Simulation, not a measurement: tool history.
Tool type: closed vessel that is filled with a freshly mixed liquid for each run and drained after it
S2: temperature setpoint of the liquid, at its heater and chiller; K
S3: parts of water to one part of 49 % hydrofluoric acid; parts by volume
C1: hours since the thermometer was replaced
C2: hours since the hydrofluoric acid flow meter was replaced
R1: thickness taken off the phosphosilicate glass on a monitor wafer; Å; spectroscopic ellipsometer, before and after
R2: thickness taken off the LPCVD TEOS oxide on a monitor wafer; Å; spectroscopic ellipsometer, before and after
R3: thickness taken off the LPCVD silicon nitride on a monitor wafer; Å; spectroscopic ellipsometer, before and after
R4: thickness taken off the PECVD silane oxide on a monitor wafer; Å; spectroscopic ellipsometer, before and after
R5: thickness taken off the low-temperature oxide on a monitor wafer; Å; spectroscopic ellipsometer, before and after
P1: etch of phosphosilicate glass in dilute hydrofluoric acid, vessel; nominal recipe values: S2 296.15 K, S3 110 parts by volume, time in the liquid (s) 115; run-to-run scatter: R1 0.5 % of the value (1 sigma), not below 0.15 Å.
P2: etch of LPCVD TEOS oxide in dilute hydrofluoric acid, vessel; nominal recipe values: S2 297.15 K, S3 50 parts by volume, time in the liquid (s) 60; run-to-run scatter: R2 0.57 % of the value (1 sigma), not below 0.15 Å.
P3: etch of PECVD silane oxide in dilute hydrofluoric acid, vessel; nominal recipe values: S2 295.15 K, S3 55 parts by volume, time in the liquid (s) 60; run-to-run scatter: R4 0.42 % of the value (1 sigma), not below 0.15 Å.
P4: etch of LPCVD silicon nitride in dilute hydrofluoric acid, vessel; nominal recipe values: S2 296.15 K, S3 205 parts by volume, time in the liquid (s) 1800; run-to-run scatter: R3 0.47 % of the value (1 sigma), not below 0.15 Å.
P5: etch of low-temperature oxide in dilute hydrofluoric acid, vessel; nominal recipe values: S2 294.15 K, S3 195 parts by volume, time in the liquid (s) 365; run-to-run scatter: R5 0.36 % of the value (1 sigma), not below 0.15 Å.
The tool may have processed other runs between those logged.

run 1 hour=10.1 | process_that_ran=P1 S2=296.15 S3=110 time_in_the_liquid_(s)=115 | C1=785.8 C2=176.2 | R1=589.42
run 2 hour=22.6 | process_that_ran=P2 S2=297.15 S3=50 time_in_the_liquid_(s)=60 | C1=798.3 C2=188.7 | R2=372.29
run 3 hour=35.3 | process_that_ran=P4 S2=296.15 S3=205 time_in_the_liquid_(s)=840 | C1=811 C2=201.4 | R3=22.091
run 4 hour=41.9 | process_that_ran=P2 S2=297.15 S3=30 time_in_the_liquid_(s)=60 | C1=817.6 C2=208 | R2=635.62
run 5 hour=55.1 | process_that_ran=P4 S2=296.15 S3=50 time_in_the_liquid_(s)=1800 | C1=830.8 C2=221.2 | R3=188.42
run 6 hour=64 | process_that_ran=P4 S2=296.15 S3=205 time_in_the_liquid_(s)=1800 | C1=839.7 C2=230.1 | R3=46.865
run 7 hour=72.2 | process_that_ran=P2 S2=297.15 S3=50 time_in_the_liquid_(s)=105 | C1=847.9 C2=238.3 | R2=653.85
run 8 hour=83.8 | process_that_ran=P1 S2=296.15 S3=110 time_in_the_liquid_(s)=115 | C1=859.5 C2=249.9 | R1=591.45
run 9 hour=91.5 | process_that_ran=P3 S2=295.15 S3=55 time_in_the_liquid_(s)=60 | C1=867.2 C2=257.6 | R4=159.62
run 10 hour=98.3 | process_that_ran=P3 S2=295.15 S3=20 time_in_the_liquid_(s)=60 | C1=874 C2=264.4 | R4=454.93
run 11 hour=105.7 | process_that_ran=P3 S2=299.15 S3=55 time_in_the_liquid_(s)=60 | C1=881.4 C2=271.8 | R4=187.49
run 12 hour=112.9 | process_that_ran=P5 S2=294.15 S3=195 time_in_the_liquid_(s)=620 | C1=888.6 C2=279 | R5=620.93
run 13 hour=119.7 | process_that_ran=P1 S2=300.15 S3=155 time_in_the_liquid_(s)=115 | C1=895.4 C2=285.8 | R1=461.26
run 14 hour=130 | process_that_ran=P2 S2=297.15 S3=50 time_in_the_liquid_(s)=60 | C1=905.7 C2=296.1 | R2=373.11
run 15 hour=140 | process_that_ran=P3 S2=295.15 S3=55 time_in_the_liquid_(s)=30 | C1=915.7 C2=306.1 | R4=79.84
run 16 hour=146.4 | process_that_ran=P1 S2=296.15 S3=110 time_in_the_liquid_(s)=115 | C1=922.1 C2=312.5 | R1=590.59
run 17 hour=155 | process_that_ran=P2 S2=292.65 S3=50 time_in_the_liquid_(s)=60 | C1=930.7 C2=321.1 | R2=311.79
-- hour=155.5 thermometer replaced
run 18 hour=167.8 | process_that_ran=P1 S2=296.15 S3=195 time_in_the_liquid_(s)=115 | C1=12.3 C2=333.9 | R1=303.11
run 19 hour=180 | process_that_ran=P1 S2=296.15 S3=110 time_in_the_liquid_(s)=115 | C1=24.5 C2=346.1 | R1=586.32
run 20 hour=190.7 | process_that_ran=P1 S2=296.15 S3=110 time_in_the_liquid_(s)=115 | C1=35.2 C2=356.8 | R1=585.46
run 21 hour=199.8 | process_that_ran=P5 S2=294.15 S3=195 time_in_the_liquid_(s)=365 | C1=44.3 C2=365.9 | R5=363.6
run 22 hour=214.1 | process_that_ran=P1 S2=296.15 S3=110 time_in_the_liquid_(s)=115 | C1=58.6 C2=380.2 | R1=586.32
run 23 hour=222 | process_that_ran=P1 S2=296.15 S3=110 time_in_the_liquid_(s)=205 | C1=66.5 C2=388.1 | R1=1042.7
run 24 hour=236.3 | process_that_ran=P1 S2=296.15 S3=70 time_in_the_liquid_(s)=115 | C1=80.8 C2=402.4 | R1=972.81
run 25 hour=242.8 | process_that_ran=P1 S2=296.15 S3=110 time_in_the_liquid_(s)=30 | C1=87.3 C2=408.9 | R1=154.61
run 26 hour=249.5 | process_that_ran=P1 S2=300.15 S3=110 time_in_the_liquid_(s)=115 | C1=94 C2=415.6 | R1=686.36
run 27 hour=261.4 | process_that_ran=P1 S2=290.15 S3=110 time_in_the_liquid_(s)=115 | C1=105.9 C2=427.5 | R1=459.34
run 28 hour=272.4 | process_that_ran=P5 S2=294.15 S3=100 time_in_the_liquid_(s)=365 | C1=116.9 C2=438.5 | R5=784.07
run 29 hour=280.5 | process_that_ran=P5 S2=299.15 S3=195 time_in_the_liquid_(s)=365 | C1=125 C2=446.6 | R5=439.31
run 30 hour=292.9 | process_that_ran=P3 S2=295.15 S3=55 time_in_the_liquid_(s)=60 | C1=137.4 C2=459 | R4=158.74
run 31 hour=300.4 | process_that_ran=P1 S2=296.15 S3=110 time_in_the_liquid_(s)=115 | C1=144.9 C2=466.5 | R1=591.67
run 32 hour=313.9 | process_that_ran=P4 S2=290.15 S3=205 time_in_the_liquid_(s)=1800 | C1=158.4 C2=480 | R3=31.574
run 33 hour=320.9 | process_that_ran=P1 S2=296.15 S3=110 time_in_the_liquid_(s)=115 | C1=165.4 C2=487 | R1=586.75
run 34 hour=334.5 | process_that_ran=P1 S2=296.15 S3=110 time_in_the_liquid_(s)=115 | C1=179 C2=500.6 | R1=615.95
run 35 hour=347.8 | process_that_ran=P1 S2=296.15 S3=110 time_in_the_liquid_(s)=115 | C1=192.3 C2=513.9 | R1=622.36
run 36 hour=356.4 | process_that_ran=P1 S2=296.15 S3=110 time_in_the_liquid_(s)=115 | C1=200.9 C2=522.5 | R1=631.05
run 37 hour=370.4 | process_that_ran=P1 S2=296.15 S3=110 time_in_the_liquid_(s)=115 | C1=214.9 C2=536.5 | R1=641.26
run 38 hour=384.4 | process_that_ran=P1 S2=296.15 S3=110 time_in_the_liquid_(s)=115 | C1=228.9 C2=550.5 | R1=642.62
run 39 hour=392 | process_that_ran=P1 S2=296.15 S3=110 time_in_the_liquid_(s)=115 | C1=236.5 C2=558.1 | R1=646.33
run 40 hour=398.7 | process_that_ran=P1 S2=296.15 S3=110 time_in_the_liquid_(s)=115 | C1=243.2 C2=564.8 | R1=640.67
run 41 hour=410 | process_that_ran=P1 S2=296.15 S3=110 time_in_the_liquid_(s)=115 | C1=254.5 C2=576.1 | R1=644.29

P1 no longer gives what it gave before; its output has crept away from where it was. The following 2 causes, each at its listed size, fit the log equally well:
A: liquid hotter than its thermometer reads (K) = 2.25
B: hydrofluoric acid flow above the setpoint (%) = 8.16
The drift started at roughly hour 320.9.

Each of the 4 check runs below uses one wafer; its results are left as question marks. Which run tells the causes apart?
run check 1 hour=421.3 | process_that_ran=P2 S2=297.15 S3=50 time_in_the_liquid_(s)=60 | R2=?
run check 2 hour=421.3 | process_that_ran=P5 S2=294.15 S3=195 time_in_the_liquid_(s)=365 | R5=?
run check 3 hour=421.3 | process_that_ran=P3 S2=295.15 S3=55 time_in_the_liquid_(s)=60 | R4=?
run check 4 hour=421.3 | process_that_ran=P4 S2=296.15 S3=205 time_in_the_liquid_(s)=1800 | R3=?

Outcome of each check run for each possible cause:
check=check_1 result=R2 if_A=408.71 if_B=405.3
check=check_2 result=R5 if_A=396.08 if_B=399.36
check=check_3 result=R4 if_A=174.48 if_B=172.88
check=check_4 result=R3 if_A=54.21 if_B=50.821
Separation of the two closest causes in each check, using whichever result separates them best: check 1 0.84 %; check 2 0.83 %; check 3 0.92 %; check 4 6.46 %
The other checks would show nearly matching results whichever cause is true, so check 4 is the only one that separates the causes.

Check 4 has now been run. It gave: R3 51.09 Å. Which of the candidate causes is it?

The correct cause is B, namely: hydrofluoric acid flow above the setpoint (%).

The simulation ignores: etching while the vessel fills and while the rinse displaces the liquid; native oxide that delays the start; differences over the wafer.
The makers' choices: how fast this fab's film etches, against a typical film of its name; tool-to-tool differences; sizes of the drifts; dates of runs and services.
